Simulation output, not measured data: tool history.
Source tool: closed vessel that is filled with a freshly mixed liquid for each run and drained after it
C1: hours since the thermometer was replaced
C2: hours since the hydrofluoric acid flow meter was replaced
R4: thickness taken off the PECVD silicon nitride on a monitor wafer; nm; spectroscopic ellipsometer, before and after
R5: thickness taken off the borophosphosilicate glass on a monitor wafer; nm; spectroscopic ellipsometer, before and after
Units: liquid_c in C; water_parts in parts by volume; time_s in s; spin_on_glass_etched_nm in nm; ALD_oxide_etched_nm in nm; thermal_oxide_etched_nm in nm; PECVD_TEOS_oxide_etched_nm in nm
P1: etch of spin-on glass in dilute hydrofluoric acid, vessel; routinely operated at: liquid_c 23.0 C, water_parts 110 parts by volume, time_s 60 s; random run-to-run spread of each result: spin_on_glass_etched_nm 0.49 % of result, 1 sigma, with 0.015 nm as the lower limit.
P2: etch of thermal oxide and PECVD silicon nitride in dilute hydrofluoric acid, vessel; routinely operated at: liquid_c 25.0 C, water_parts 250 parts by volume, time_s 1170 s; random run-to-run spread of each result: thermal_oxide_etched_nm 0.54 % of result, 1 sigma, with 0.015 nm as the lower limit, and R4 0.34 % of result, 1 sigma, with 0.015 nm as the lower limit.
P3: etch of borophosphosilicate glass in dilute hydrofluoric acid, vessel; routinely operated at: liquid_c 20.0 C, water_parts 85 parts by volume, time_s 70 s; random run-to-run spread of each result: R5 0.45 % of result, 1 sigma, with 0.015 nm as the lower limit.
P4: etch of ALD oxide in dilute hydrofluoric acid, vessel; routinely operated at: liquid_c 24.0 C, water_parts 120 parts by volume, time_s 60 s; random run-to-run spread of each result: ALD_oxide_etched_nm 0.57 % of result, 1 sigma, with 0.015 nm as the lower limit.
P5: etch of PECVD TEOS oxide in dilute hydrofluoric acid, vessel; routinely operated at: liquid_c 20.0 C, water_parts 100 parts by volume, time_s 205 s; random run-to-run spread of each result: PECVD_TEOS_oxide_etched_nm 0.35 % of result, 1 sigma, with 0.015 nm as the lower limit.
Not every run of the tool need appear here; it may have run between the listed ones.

{"run": 1, "hour": 6.1, "process": "P1", "liquid_c": 23.0, "water_parts": 110, "time_s": 60, "C1": 1118.3, "C2": 1339.9, "spin_on_glass_etched_nm": 25.298}
{"run": 2, "hour": 14.4, "process": "P4", "liquid_c": 28.0, "water_parts": 120, "time_s": 60, "C1": 1126.6, "C2": 1348.2, "ALD_oxide_etched_nm": 12.585}
{"run": 3, "hour": 22.1, "process": "P2", "liquid_c": 25.0, "water_parts": 40, "time_s": 1170, "C1": 1134.3, "C2": 1355.9, "thermal_oxide_etched_nm": 155.14, "R4": 174.35}
{"run": 4, "hour": 29.4, "process": "P1", "liquid_c": 23.0, "water_parts": 65, "time_s": 60, "C1": 1141.6, "C2": 1363.2, "spin_on_glass_etched_nm": 45.558}
{"run": 5, "hour": 39.7, "process": "P2", "liquid_c": 20.5, "water_parts": 250, "time_s": 1170, "C1": 1151.9, "C2": 1373.5, "thermal_oxide_etched_nm": 16.381, "R4": 21.467}
{"run": 6, "hour": 49.6, "process": "P4", "liquid_c": 24.0, "water_parts": 120, "time_s": 60, "C1": 1161.8, "C2": 1383.4, "ALD_oxide_etched_nm": 10.771}
{"run": 7, "hour": 61.1, "process": "P3", "liquid_c": 20.0, "water_parts": 85, "time_s": 125, "C1": 1173.3, "C2": 1394.9, "R5": 71.514}
{"run": 8, "hour": 67.8, "process": "P1", "liquid_c": 17.0, "water_parts": 110, "time_s": 60, "C1": 1180.0, "C2": 1401.6, "spin_on_glass_etched_nm": 19.898}
{"run": 9, "hour": 79.5, "process": "P5", "liquid_c": 20.0, "water_parts": 100, "time_s": 205, "C1": 1191.7, "C2": 1413.3, "PECVD_TEOS_oxide_etched_nm": 23.097}
{"run": 10, "hour": 87.4, "process": "P3", "liquid_c": 20.0, "water_parts": 85, "time_s": 70, "C1": 1199.6, "C2": 1421.2, "R5": 39.697}
{"run": 11, "hour": 97.7, "process": "P4", "liquid_c": 24.0, "water_parts": 120, "time_s": 60, "C1": 1209.9, "C2": 1431.5, "ALD_oxide_etched_nm": 10.692}
{"run": 12, "hour": 110.4, "process": "P2", "liquid_c": 25.0, "water_parts": 250, "time_s": 1170, "C1": 1222.6, "C2": 1444.2, "thermal_oxide_etched_nm": 19.175, "R4": 28.369}
{"run": 13, "hour": 122.2, "process": "P1", "liquid_c": 23.0, "water_parts": 110, "time_s": 60, "C1": 1234.4, "C2": 1456.0, "spin_on_glass_etched_nm": 25.508}
{"run": 14, "hour": 134.5, "process": "P3", "liquid_c": 25.5, "water_parts": 85, "time_s": 70, "C1": 1246.7, "C2": 1468.3, "R5": 49.765}
{"run": 15, "hour": 140.8, "process": "P5", "liquid_c": 20.0, "water_parts": 100, "time_s": 205, "C1": 1253.0, "C2": 1474.6, "PECVD_TEOS_oxide_etched_nm": 22.98}
{"run": 16, "hour": 150.1, "process": "P4", "liquid_c": 24.0, "water_parts": 40, "time_s": 60, "C1": 1262.3, "C2": 1483.9, "ALD_oxide_etched_nm": 35.52}
{"run": 17, "hour": 161.7, "process": "P1", "liquid_c": 23.0, "water_parts": 110, "time_s": 60, "C1": 1273.9, "C2": 1495.5, "spin_on_glass_etched_nm": 25.522}
{"run": 18, "hour": 174.1, "process": "P5", "liquid_c": 20.0, "water_parts": 180, "time_s": 205, "C1": 1286.3, "C2": 1507.9, "PECVD_TEOS_oxide_etched_nm": 11.757}
{"run": 19, "hour": 183.2, "process": "P1", "liquid_c": 23.0, "water_parts": 110, "time_s": 115, "C1": 1295.4, "C2": 1517.0, "spin_on_glass_etched_nm": 49.152}
{"run": 20, "hour": 192.1, "process": "P1", "liquid_c": 28.5, "water_parts": 110, "time_s": 60, "C1": 1304.3, "C2": 1525.9, "spin_on_glass_etched_nm": 31.375}
{"run": 21, "hour": 202.4, "process": "P5", "liquid_c": 20.0, "water_parts": 100, "time_s": 30, "C1": 1314.6, "C2": 1536.2, "PECVD_TEOS_oxide_etched_nm": 3.3736}
{"run": 22, "hour": 208.0, "process": "P4", "liquid_c": 24.0, "water_parts": 120, "time_s": 30, "C1": 1320.2, "C2": 1541.8, "ALD_oxide_etched_nm": 5.3291}
{"run": 23, "hour": 213.8, "process": "P1", "liquid_c": 23.0, "water_parts": 200, "time_s": 60, "C1": 1326.0, "C2": 1547.6, "spin_on_glass_etched_nm": 12.596}
{"run": 24, "hour": 225.4, "process": "P5", "liquid_c": 17.0, "water_parts": 100, "time_s": 205, "C1": 1337.6, "C2": 1559.2, "PECVD_TEOS_oxide_etched_nm": 20.354}
{"run": 25, "hour": 237.9, "process": "P3", "liquid_c": 20.0, "water_parts": 150, "time_s": 70, "C1": 1350.1, "C2": 1571.7, "R5": 20.777}
{"run": 26, "hour": 243.5, "process": "P2", "liquid_c": 25.0, "water_parts": 250, "time_s": 1170, "C1": 1355.7, "C2": 1577.3, "thermal_oxide_etched_nm": 19.373, "R4": 28.429}
{"run": 27, "hour": 254.7, "process": "P2", "liquid_c": 25.0, "water_parts": 250, "time_s": 2070, "C1": 1366.9, "C2": 1588.5, "thermal_oxide_etched_nm": 33.925, "R4": 50.659}
{"run": 28, "hour": 263.3, "process": "P1", "liquid_c": 23.0, "water_parts": 110, "time_s": 60, "C1": 1375.5, "C2": 1597.1, "spin_on_glass_etched_nm": 25.435}
{"run": 29, "hour": 274.5, "process": "P1", "liquid_c": 23.0, "water_parts": 110, "time_s": 30, "C1": 1386.7, "C2": 1608.3, "spin_on_glass_etched_nm": 12.755}
{"run": 30, "hour": 286.7, "process": "P1", "liquid_c": 17.0, "water_parts": 110, "time_s": 30, "C1": 1398.9, "C2": 1620.5, "spin_on_glass_etched_nm": 10.023}
{"run": 31, "hour": 296.6, "process": "P1", "liquid_c": 23.0, "water_parts": 110, "time_s": 60, "C1": 1408.8, "C2": 1630.4, "spin_on_glass_etched_nm": 25.177}
{"run": 32, "hour": 305.3, "process": "P1", "liquid_c": 23.0, "water_parts": 110, "time_s": 60, "C1": 1417.5, "C2": 1639.1, "spin_on_glass_etched_nm": 24.761}
{"run": 33, "hour": 312.0, "process": "P1", "liquid_c": 23.0, "water_parts": 110, "time_s": 60, "C1": 1424.2, "C2": 1645.8, "spin_on_glass_etched_nm": 24.377}
{"run": 34, "hour": 319.7, "process": "P1", "liquid_c": 23.0, "water_parts": 110, "time_s": 60, "C1": 1431.9, "C2": 1653.5, "spin_on_glass_etched_nm": 24.059}
{"run": 35, "hour": 328.5, "process": "P1", "liquid_c": 23.0, "water_parts": 110, "time_s": 60, "C1": 1440.7, "C2": 1662.3, "spin_on_glass_etched_nm": 23.864}
{"run": 36, "hour": 340.7, "process": "P1", "liquid_c": 23.0, "water_parts": 110, "time_s": 60, "C1": 1452.9, "C2": 1674.5, "spin_on_glass_etched_nm": 23.704}
{"run": 37, "hour": 346.4, "process": "P1", "liquid_c": 23.0, "water_parts": 110, "time_s": 60, "C1": 1458.6, "C2": 1680.2, "spin_on_glass_etched_nm": 23.621}
{"run": 38, "hour": 354.9, "process": "P1", "liquid_c": 23.0, "water_parts": 110, "time_s": 60, "C1": 1467.1, "C2": 1688.7, "spin_on_glass_etched_nm": 23.635}
{"run": 39, "hour": 363.4, "process": "P1", "liquid_c": 23.0, "water_parts": 110, "time_s": 60, "C1": 1475.6, "C2": 1697.2, "spin_on_glass_etched_nm": 23.545}
{"run": 40, "hour": 372.6, "process": "P1", "liquid_c": 23.0, "water_parts": 110, "time_s": 60, "C1": 1484.8, "C2": 1706.4, "spin_on_glass_etched_nm": 23.5}
{"run": 41, "hour": 380.5, "process": "P1", "liquid_c": 23.0, "water_parts": 110, "time_s": 60, "C1": 1492.7, "C2": 1714.3, "spin_on_glass_etched_nm": 23.348}
{"run": 42, "hour": 386.9, "process": "P1", "liquid_c": 23.0, "water_parts": 110, "time_s": 60, "C1": 1499.1, "C2": 1720.7, "spin_on_glass_etched_nm": 23.592}

P1 has crept away from where it was. The log is fitted equally well by each of these 2 causes, at the sizes shown:
A: liquid colder than its thermometer reads (K) = 2.09
B: hydrofluoric acid flow below the setpoint (%) = 7.1
The process output started creeping at around hour 296.6.

Listed below are the offered check runs, one wafer per run, with question marks in place of results. For which of them would the causes give clearly different outcomes?
{"run": "check 1", "hour": 393.3, "process": "P3", "liquid_c": 20.0, "water_parts": 140, "time_s": 115, "R5": "?"}
{"run": "check 2", "hour": 393.3, "process": "P5", "liquid_c": 17.0, "water_parts": 155, "time_s": 205, "PECVD_TEOS_oxide_etched_nm": "?"}
{"run": "check 3", "hour": 393.3, "process": "P4", "liquid_c": 27.0, "water_parts": 120, "time_s": 60, "ALD_oxide_etched_nm": "?"}
{"run": "check 4", "hour": 393.3, "process": "P2", "liquid_c": 25.0, "water_parts": 160, "time_s": 1610, "thermal_oxide_etched_nm": "?", "R4": "?"}

How each check would come out, cause by cause:
check=check_1 result=R5 if_A=34.280 if_B=34.270
check=check_2 result=PECVD_TEOS_oxide_etched_nm if_A=11.4210 if_B=11.4360
check=check_3 result=ALD_oxide_etched_nm if_A=11.1160 if_B=11.0590
check=check_4 result=thermal_oxide_etched_nm if_A=42.386 if_B=42.036
check=check_4 result=R4 if_A=53.249 if_B=56.606
How far apart the two closest causes lie, in the result that separates them most: check 1 0.03 %; check 2 0.13 %; check 3 0.52 %; check 4 6.11 %
Check 4 distinguishes between the causes, while the remaining checks would return nearly the same result for all of them.

Check 4 was then run and gave: thermal_oxide_etched_nm 42.703 nm; R4 53.110 nm. Which cause is it?

The cause is A: liquid colder than its thermometer reads (K).
